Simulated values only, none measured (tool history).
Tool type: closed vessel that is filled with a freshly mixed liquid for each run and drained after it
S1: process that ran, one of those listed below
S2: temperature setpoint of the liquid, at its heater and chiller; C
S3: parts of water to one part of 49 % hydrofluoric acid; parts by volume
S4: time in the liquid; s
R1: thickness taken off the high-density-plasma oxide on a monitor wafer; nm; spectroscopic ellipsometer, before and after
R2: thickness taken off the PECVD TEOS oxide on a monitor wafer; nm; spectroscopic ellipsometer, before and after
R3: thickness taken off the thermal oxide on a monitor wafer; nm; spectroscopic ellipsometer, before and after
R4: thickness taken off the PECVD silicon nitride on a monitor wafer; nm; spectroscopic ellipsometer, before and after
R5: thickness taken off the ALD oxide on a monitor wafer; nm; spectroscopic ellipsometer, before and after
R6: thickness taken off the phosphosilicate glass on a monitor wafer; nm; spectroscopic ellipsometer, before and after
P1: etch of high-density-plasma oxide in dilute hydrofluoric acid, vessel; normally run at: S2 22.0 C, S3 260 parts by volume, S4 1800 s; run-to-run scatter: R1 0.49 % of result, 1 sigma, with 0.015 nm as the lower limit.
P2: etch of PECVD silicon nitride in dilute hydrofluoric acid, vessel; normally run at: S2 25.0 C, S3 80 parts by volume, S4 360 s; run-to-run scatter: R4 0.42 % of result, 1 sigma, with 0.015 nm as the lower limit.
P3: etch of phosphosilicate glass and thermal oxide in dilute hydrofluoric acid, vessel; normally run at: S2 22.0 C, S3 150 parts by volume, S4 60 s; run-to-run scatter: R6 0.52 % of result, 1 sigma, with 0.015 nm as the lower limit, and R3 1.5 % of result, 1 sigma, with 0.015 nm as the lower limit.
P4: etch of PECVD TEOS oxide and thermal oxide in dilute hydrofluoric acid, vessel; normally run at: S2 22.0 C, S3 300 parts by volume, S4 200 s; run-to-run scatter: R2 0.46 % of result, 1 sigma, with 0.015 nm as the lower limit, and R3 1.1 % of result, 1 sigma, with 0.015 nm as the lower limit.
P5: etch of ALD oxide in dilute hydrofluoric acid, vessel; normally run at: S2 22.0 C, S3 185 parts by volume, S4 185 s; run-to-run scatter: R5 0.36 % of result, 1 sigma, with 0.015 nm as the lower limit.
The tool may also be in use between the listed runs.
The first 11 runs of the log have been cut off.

Run 12, hour 111.4: S1 P1, S2 22.0 C, S3 260 parts by volume, S4 1800 s. Result: R1 32.4360 nm.
Run 13, hour 119.7: S1 P5, S2 22.0 C, S3 185 parts by volume, S4 355 s. Result: R5 32.963 nm.
Run 14, hour 127.8: S1 P4, S2 22.0 C, S3 300 parts by volume, S4 65 s. Result: R2 1.9680 nm, R3 0.74083 nm.
Run 15, hour 137.7: S1 P3, S2 22.0 C, S3 150 parts by volume, S4 95 s. Result: R3 2.55530 nm, R6 96.250 nm.
Run 16, hour 146.6: S1 P2, S2 17.5 C, S3 80 parts by volume, S4 360 s. Result: R4 13.4990 nm.
Run 17, hour 158.2: S1 P2, S2 25.0 C, S3 120 parts by volume, S4 360 s. Result: R4 14.9410 nm.
Run 18, hour 166.7: S1 P1, S2 22.0 C, S3 175 parts by volume, S4 2615 s. Result: R1 76.3090 nm.
Run 19, hour 177.5: S1 P1, S2 22.0 C, S3 370 parts by volume, S4 1800 s. Result: R1 20.6120 nm.
Run 20, hour 186.7: S1 P4, S2 22.0 C, S3 80 parts by volume, S4 200 s. Result: R2 28.8050 nm, R3 10.48200 nm.
Run 21, hour 199.8: S1 P1, S2 17.0 C, S3 260 parts by volume, S4 1800 s. Result: R1 27.0890 nm.
Run 22, hour 211.5: S1 P3, S2 22.0 C, S3 150 parts by volume, S4 60 s. Result: R3 1.63210 nm, R6 60.626 nm.
Run 23, hour 220.8: S1 P1, S2 22.0 C, S3 260 parts by volume, S4 195 s. Result: R1 3.5284 nm.

For run 24, what comes out?
Run 24, hour 226.8: S1 P1, S2 27.5 C, S3 260 parts by volume, S4 1800 s. Result: R1 ?.

{"run 24": {"R1": 39.21}}
